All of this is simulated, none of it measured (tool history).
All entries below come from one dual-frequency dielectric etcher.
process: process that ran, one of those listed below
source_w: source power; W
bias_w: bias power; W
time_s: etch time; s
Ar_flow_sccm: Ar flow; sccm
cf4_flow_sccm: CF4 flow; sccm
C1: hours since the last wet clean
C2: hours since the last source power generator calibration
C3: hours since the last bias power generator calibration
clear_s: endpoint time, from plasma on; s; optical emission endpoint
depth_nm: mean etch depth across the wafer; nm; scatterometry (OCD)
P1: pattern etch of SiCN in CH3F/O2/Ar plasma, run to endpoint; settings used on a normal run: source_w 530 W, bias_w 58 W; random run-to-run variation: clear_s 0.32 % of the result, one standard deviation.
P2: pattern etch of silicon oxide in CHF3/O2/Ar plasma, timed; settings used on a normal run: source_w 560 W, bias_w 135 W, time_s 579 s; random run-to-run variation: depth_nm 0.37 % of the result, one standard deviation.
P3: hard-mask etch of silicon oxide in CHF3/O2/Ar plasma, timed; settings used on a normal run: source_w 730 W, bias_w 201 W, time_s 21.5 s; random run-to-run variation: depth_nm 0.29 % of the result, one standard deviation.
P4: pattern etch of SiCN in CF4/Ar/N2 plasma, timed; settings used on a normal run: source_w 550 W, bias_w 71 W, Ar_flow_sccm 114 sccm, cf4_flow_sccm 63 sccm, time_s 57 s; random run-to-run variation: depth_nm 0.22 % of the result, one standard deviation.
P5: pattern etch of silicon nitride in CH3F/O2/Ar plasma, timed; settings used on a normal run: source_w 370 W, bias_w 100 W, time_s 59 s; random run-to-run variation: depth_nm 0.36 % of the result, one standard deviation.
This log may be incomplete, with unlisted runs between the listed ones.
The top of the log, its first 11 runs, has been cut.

Run 12, hour 129.9: process P3, source_w 730 W, bias_w 201 W, time_s 31 s; C1 424.3; C2 1484.3; C3 1957.6. Result: depth_nm 67.417 nm.
Run 13, hour 138.6: process P1, source_w 530 W, bias_w 58 W; C1 433; C2 1493; C3 1966.3. Result: clear_s 34.102 s.
Run 14, hour 147.3: process P2, source_w 560 W, bias_w 135 W, time_s 318.5 s; C1 441.7; C2 1501.7; C3 1975. Result: depth_nm 551.2 nm.
Run 15, hour 158.7: process P5, source_w 370 W, bias_w 100 W, time_s 33.5 s; C1 453.1; C2 1513.1; C3 1986.4. Result: depth_nm 26.249 nm.
Run 16, hour 165.3: process P4, source_w 550 W, bias_w 71 W, time_s 57 s, Ar_flow_sccm 84 sccm, cf4_flow_sccm 63 sccm; C1 459.7; C2 1519.7; C3 1993. Result: depth_nm 58.054 nm.
Run 17, hour 174.5: process P1, source_w 340 W, bias_w 44 W; C1 468.9; C2 1528.9; C3 2002.2. Result: clear_s 44.265 s.
Run 18, hour 189: process P1, source_w 530 W, bias_w 58 W; C1 483.4; C2 1543.4; C3 2016.7. Result: clear_s 33.963 s.
Run 19, hour 203.3: process P3, source_w 730 W, bias_w 201 W, time_s 21.5 s; C1 497.7; C2 1557.7; C3 2031. Result: depth_nm 46.831 nm.
Run 20, hour 217.9: process P5, source_w 370 W, bias_w 126 W, time_s 59 s; C1 512.3; C2 1572.3; C3 2045.6. Result: depth_nm 50.657 nm.
Run 21, hour 229.6: process P4, source_w 550 W, bias_w 46 W, time_s 57 s, Ar_flow_sccm 114 sccm, cf4_flow_sccm 63 sccm; C1 524; C2 1584; C3 2057.3. Result: depth_nm 47.987 nm.
Run 22, hour 237: process P4, source_w 550 W, bias_w 71 W, time_s 57 s, Ar_flow_sccm 114 sccm, cf4_flow_sccm 63 sccm; C1 531.4; C2 1591.4; C3 2064.7. Result: depth_nm 55.722 nm.
Run 23, hour 246.4: process P5, source_w 370 W, bias_w 100 W, time_s 59 s; C1 540.8; C2 1600.8; C3 2074.1. Result: depth_nm 46.365 nm.
At hour 250.6: source power generator calibrated.
Run 24, hour 260.9: process P3, source_w 730 W, bias_w 255 W, time_s 21.5 s; C1 555.3; C2 10.4; C3 2088.6. Result: depth_nm 50.544 nm.
Run 25, hour 268.6: process P2, source_w 560 W, bias_w 104 W, time_s 579 s; C1 563; C2 18.1; C3 2096.3. Result: depth_nm 926.2 nm.
Run 26, hour 280.6: process P3, source_w 730 W, bias_w 201 W, time_s 21.5 s; C1 575; C2 30.1; C3 2108.3. Result: depth_nm 46.895 nm.
Run 27, hour 294.1: process P2, source_w 560 W, bias_w 135 W, time_s 579 s; C1 588.5; C2 43.6; C3 2121.8. Result: depth_nm 1006.1 nm.
Run 28, hour 309.2: process P1, source_w 680 W, bias_w 58 W; C1 603.6; C2 58.7; C3 2136.9. Result: clear_s 31.147 s.
Run 29, hour 317.2: process P3, source_w 960 W, bias_w 201 W, time_s 21.5 s; C1 611.6; C2 66.7; C3 2144.9. Result: depth_nm 52.253 nm.
Run 30, hour 326.4: process P4, source_w 550 W, bias_w 71 W, time_s 32.5 s, Ar_flow_sccm 114 sccm, cf4_flow_sccm 63 sccm; C1 620.8; C2 75.9; C3 2154.1. Result: depth_nm 31.616 nm.
Run 31, hour 341: process P1, source_w 530 W, bias_w 76 W; C1 635.4; C2 90.5; C3 2168.7. Result: clear_s 31.215 s.
Run 32, hour 350.8: process P1, source_w 530 W, bias_w 58 W; C1 645.2; C2 100.3; C3 2178.5. Result: clear_s 34.261 s.

For run 33, what comes out?
Run 33, hour 361.3: process P1, source_w 530 W, bias_w 58 W; C1 655.7; C2 110.8; C3 2189. Result: clear_s ?.

Run 33 came out at clear_s 34.004 s.
